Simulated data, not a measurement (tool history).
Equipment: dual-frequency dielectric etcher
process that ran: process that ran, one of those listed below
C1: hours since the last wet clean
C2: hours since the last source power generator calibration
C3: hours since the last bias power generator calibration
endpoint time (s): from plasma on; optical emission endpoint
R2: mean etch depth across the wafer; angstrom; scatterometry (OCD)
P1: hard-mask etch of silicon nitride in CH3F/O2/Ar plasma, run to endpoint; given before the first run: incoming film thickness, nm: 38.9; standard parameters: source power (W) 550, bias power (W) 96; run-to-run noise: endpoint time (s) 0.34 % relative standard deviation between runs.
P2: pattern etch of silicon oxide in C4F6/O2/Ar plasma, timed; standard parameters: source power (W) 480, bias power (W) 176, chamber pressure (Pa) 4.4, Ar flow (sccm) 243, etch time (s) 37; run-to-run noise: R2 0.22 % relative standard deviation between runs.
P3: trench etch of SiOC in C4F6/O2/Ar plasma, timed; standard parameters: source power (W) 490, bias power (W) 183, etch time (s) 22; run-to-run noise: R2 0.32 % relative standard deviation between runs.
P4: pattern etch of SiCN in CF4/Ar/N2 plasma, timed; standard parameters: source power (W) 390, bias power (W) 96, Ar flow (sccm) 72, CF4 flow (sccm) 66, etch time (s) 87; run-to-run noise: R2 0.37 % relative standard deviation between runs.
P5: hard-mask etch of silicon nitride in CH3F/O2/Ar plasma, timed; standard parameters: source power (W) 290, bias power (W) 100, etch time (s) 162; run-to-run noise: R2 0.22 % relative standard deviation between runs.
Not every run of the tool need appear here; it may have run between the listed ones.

{"run": 1, "day": 0.538, "process that ran": "P1", "source power (W)": 550, "bias power (W)": 96, "C1": 137.7, "C2": 1842.4, "C3": 616.8, "endpoint time (s)": 45.795}
{"run": 2, "day": 0.929, "process that ran": "P2", "source power (W)": 480, "bias power (W)": 234, "chamber pressure (Pa)": 4.4, "Ar flow (sccm)": 243, "etch time (s)": 37, "C1": 147.1, "C2": 1851.8, "C3": 626.2, "R2": 1355.5}
{"run": 3, "day": 1.392, "process that ran": "P3", "source power (W)": 660, "bias power (W)": 183, "etch time (s)": 22, "C1": 158.2, "C2": 1862.9, "C3": 637.3, "R2": 551.09}
{"run": 4, "day": 1.942, "process that ran": "P1", "source power (W)": 550, "bias power (W)": 117, "C1": 171.4, "C2": 1876.1, "C3": 650.5, "endpoint time (s)": 42.432}
{"day": 2.146, "done": "wet clean of the chamber"}
{"run": 5, "day": 2.283, "process that ran": "P5", "source power (W)": 290, "bias power (W)": 100, "etch time (s)": 237, "C1": 3.4, "C2": 1884.3, "C3": 658.7, "R2": 1667.5}
{"run": 6, "day": 2.962, "process that ran": "P2", "source power (W)": 480, "bias power (W)": 176, "chamber pressure (Pa)": 4.4, "Ar flow (sccm)": 309, "etch time (s)": 37, "C1": 19.7, "C2": 1900.6, "C3": 675, "R2": 1206.9}
{"run": 7, "day": 3.533, "process that ran": "P1", "source power (W)": 550, "bias power (W)": 96, "C1": 33.4, "C2": 1914.3, "C3": 688.7, "endpoint time (s)": 45.885}
{"run": 8, "day": 3.958, "process that ran": "P4", "source power (W)": 390, "bias power (W)": 96, "Ar flow (sccm)": 91, "etch time (s)": 87, "CF4 flow (sccm)": 66, "C1": 43.6, "C2": 1924.5, "C3": 698.9, "R2": 730.21}
{"run": 9, "day": 4.562, "process that ran": "P1", "source power (W)": 430, "bias power (W)": 78, "C1": 58.1, "C2": 1939, "C3": 713.4, "endpoint time (s)": 53.901}
{"run": 10, "day": 4.967, "process that ran": "P5", "source power (W)": 290, "bias power (W)": 100, "etch time (s)": 162, "C1": 67.8, "C2": 1948.7, "C3": 723.1, "R2": 1146.2}
{"run": 11, "day": 5.483, "process that ran": "P4", "source power (W)": 390, "bias power (W)": 96, "Ar flow (sccm)": 72, "etch time (s)": 87, "CF4 flow (sccm)": 66, "C1": 80.2, "C2": 1961.1, "C3": 735.5, "R2": 746.96}
{"run": 12, "day": 6.142, "process that ran": "P4", "source power (W)": 390, "bias power (W)": 96, "Ar flow (sccm)": 72, "etch time (s)": 87, "CF4 flow (sccm)": 85, "C1": 96, "C2": 1976.9, "C3": 751.3, "R2": 774.09}
{"run": 13, "day": 6.508, "process that ran": "P4", "source power (W)": 290, "bias power (W)": 96, "Ar flow (sccm)": 72, "etch time (s)": 87, "CF4 flow (sccm)": 66, "C1": 104.8, "C2": 1985.7, "C3": 760.1, "R2": 580.31}
{"run": 14, "day": 6.858, "process that ran": "P4", "source power (W)": 390, "bias power (W)": 135, "Ar flow (sccm)": 72, "etch time (s)": 87, "CF4 flow (sccm)": 66, "C1": 113.2, "C2": 1994.1, "C3": 768.5, "R2": 850.51}
{"run": 15, "day": 7.254, "process that ran": "P2", "source power (W)": 370, "bias power (W)": 176, "chamber pressure (Pa)": 4.4, "Ar flow (sccm)": 243, "etch time (s)": 37, "C1": 122.7, "C2": 2003.6, "C3": 778, "R2": 1122.5}
{"run": 16, "day": 7.812, "process that ran": "P2", "source power (W)": 480, "bias power (W)": 176, "chamber pressure (Pa)": 4.4, "Ar flow (sccm)": 243, "etch time (s)": 37, "C1": 136.1, "C2": 2017, "C3": 791.4, "R2": 1238.6}
{"run": 17, "day": 8.212, "process that ran": "P1", "source power (W)": 550, "bias power (W)": 96, "C1": 145.7, "C2": 2026.6, "C3": 801, "endpoint time (s)": 45.635}
{"run": 18, "day": 8.65, "process that ran": "P4", "source power (W)": 390, "bias power (W)": 96, "Ar flow (sccm)": 72, "etch time (s)": 116.5, "CF4 flow (sccm)": 66, "C1": 156.2, "C2": 2037.1, "C3": 811.5, "R2": 1005.9}
{"run": 19, "day": 9.3, "process that ran": "P1", "source power (W)": 550, "bias power (W)": 56, "C1": 171.8, "C2": 2052.7, "C3": 827.1, "endpoint time (s)": 54.874}
{"run": 20, "day": 9.883, "process that ran": "P3", "source power (W)": 490, "bias power (W)": 125, "etch time (s)": 22, "C1": 185.8, "C2": 2066.7, "C3": 841.1, "R2": 438.2}
{"run": 21, "day": 10.308, "process that ran": "P1", "source power (W)": 550, "bias power (W)": 96, "C1": 196, "C2": 2076.9, "C3": 851.3, "endpoint time (s)": 45.709}
{"run": 22, "day": 10.971, "process that ran": "P2", "source power (W)": 480, "bias power (W)": 176, "chamber pressure (Pa)": 5.6, "Ar flow (sccm)": 243, "etch time (s)": 37, "C1": 211.9, "C2": 2092.8, "C3": 867.2, "R2": 1204.3}
{"run": 23, "day": 11.388, "process that ran": "P3", "source power (W)": 490, "bias power (W)": 183, "etch time (s)": 22, "C1": 221.9, "C2": 2102.8, "C3": 877.2, "R2": 492.78}
{"run": 24, "day": 11.804, "process that ran": "P1", "source power (W)": 550, "bias power (W)": 96, "C1": 231.9, "C2": 2112.8, "C3": 887.2, "endpoint time (s)": 45.99}
{"run": 25, "day": 12.108, "process that ran": "P1", "source power (W)": 410, "bias power (W)": 126, "C1": 239.2, "C2": 2120.1, "C3": 894.5, "endpoint time (s)": 46.073}
{"run": 26, "day": 12.796, "process that ran": "P1", "source power (W)": 670, "bias power (W)": 96, "C1": 255.7, "C2": 2136.6, "C3": 911, "endpoint time (s)": 42.428}
{"run": 27, "day": 13.438, "process that ran": "P2", "source power (W)": 480, "bias power (W)": 176, "chamber pressure (Pa)": 4.4, "Ar flow (sccm)": 243, "etch time (s)": 55, "C1": 271.1, "C2": 2152, "C3": 926.4, "R2": 1846.5}
{"run": 28, "day": 13.883, "process that ran": "P5", "source power (W)": 290, "bias power (W)": 123, "etch time (s)": 162, "C1": 281.8, "C2": 2162.7, "C3": 937.1, "R2": 1241.9}
{"run": 29, "day": 14.392, "process that ran": "P3", "source power (W)": 490, "bias power (W)": 183, "etch time (s)": 27.5, "C1": 294, "C2": 2174.9, "C3": 949.3, "R2": 613.88}
{"run": 30, "day": 14.971, "process that ran": "P5", "source power (W)": 240, "bias power (W)": 100, "etch time (s)": 162, "C1": 307.9, "C2": 2188.8, "C3": 963.2, "R2": 1068.8}
{"run": 31, "day": 15.596, "process that ran": "P3", "source power (W)": 490, "bias power (W)": 183, "etch time (s)": 22, "C1": 322.9, "C2": 2203.8, "C3": 978.2, "R2": 490.58}
{"run": 32, "day": 16.129, "process that ran": "P1", "source power (W)": 440, "bias power (W)": 96, "C1": 335.7, "C2": 2216.6, "C3": 991, "endpoint time (s)": 49.481}
{"run": 33, "day": 16.671, "process that ran": "P1", "source power (W)": 550, "bias power (W)": 96, "C1": 348.7, "C2": 2229.6, "C3": 1004, "endpoint time (s)": 45.849}
{"run": 34, "day": 17.175, "process that ran": "P1", "source power (W)": 550, "bias power (W)": 96, "C1": 360.8, "C2": 2241.7, "C3": 1016.1, "endpoint time (s)": 45.363}
{"run": 35, "day": 17.608, "process that ran": "P1", "source power (W)": 550, "bias power (W)": 96, "C1": 371.2, "C2": 2252.1, "C3": 1026.5, "endpoint time (s)": 45.286}
{"run": 36, "day": 18.196, "process that ran": "P1", "source power (W)": 550, "bias power (W)": 96, "C1": 385.3, "C2": 2266.2, "C3": 1040.6, "endpoint time (s)": 44.931}
{"day": 18.362, "done": "wet clean of the chamber"}
{"run": 37, "day": 18.883, "process that ran": "P1", "source power (W)": 550, "bias power (W)": 96, "C1": 12.6, "C2": 2282.7, "C3": 1057.1, "endpoint time (s)": 45.267}
{"run": 38, "day": 19.329, "process that ran": "P1", "source power (W)": 550, "bias power (W)": 96, "C1": 23.3, "C2": 2293.4, "C3": 1067.8, "endpoint time (s)": 44.932}
{"run": 39, "day": 19.904, "process that ran": "P1", "source power (W)": 550, "bias power (W)": 96, "C1": 37.1, "C2": 2307.2, "C3": 1081.6, "endpoint time (s)": 44.792}

The output of P1 has drifted from where it used to be. Each of the 2 causes below, taken at the size shown beside it, accounts for the log equally well:
A: source power that arrives over what is set, % = 4.58
B: bias power that arrives over what is set, % = 4.81
Onset of the creep was near day 16.671.
All other causes, with the reason each is excluded:
chamber walls in a state that raises the etch rate, %: serviced at day 18.362, after the drift had started, without restoring the earlier output

Which of the check runs below tells the causes apart, meaning the causes would give it clearly different results? Each run uses 2 wafers whose results are averaged, and each result is shown as a question mark.
{"run": "check 1", "day": 20.479, "process that ran": "P3", "source power (W)": 490, "bias power (W)": 183, "etch time (s)": 22, "R2": "?"}
{"run": "check 2", "day": 20.479, "process that ran": "P2", "source power (W)": 480, "bias power (W)": 176, "chamber pressure (Pa)": 4.4, "Ar flow (sccm)": 243, "etch time (s)": 37, "R2": "?"}
{"run": "check 3", "day": 20.479, "process that ran": "P4", "source power (W)": 390, "bias power (W)": 96, "Ar flow (sccm)": 72, "etch time (s)": 87, "CF4 flow (sccm)": 66, "R2": "?"}
{"run": "check 4", "day": 20.479, "process that ran": "P5", "source power (W)": 290, "bias power (W)": 100, "etch time (s)": 162, "R2": "?"}

What every check run would give for each of its results, assuming each possible cause in turn:
check=check_1 result=R2 if_A=500.18 if_B=498.82
check=check_2 result=R2 if_A=1259.7 if_B=1256
check=check_3 result=R2 if_A=781.64 if_B=764.35
check=check_4 result=R2 if_A=1163.3 if_B=1164.6
Distance between the nearest two causes, measured in the result of the check that separates them most: check 1 0.27 %; check 2 0.29 %; check 3 2.24 %; check 4 0.11 %
The causes can be told apart only by check 3. The other checks would give nearly the same results under each of them.

Running check 3 produced the following: R2 783.41 angstrom. Which one of the listed causes fits?

The correct cause is A, namely: source power that arrives over what is set, %.
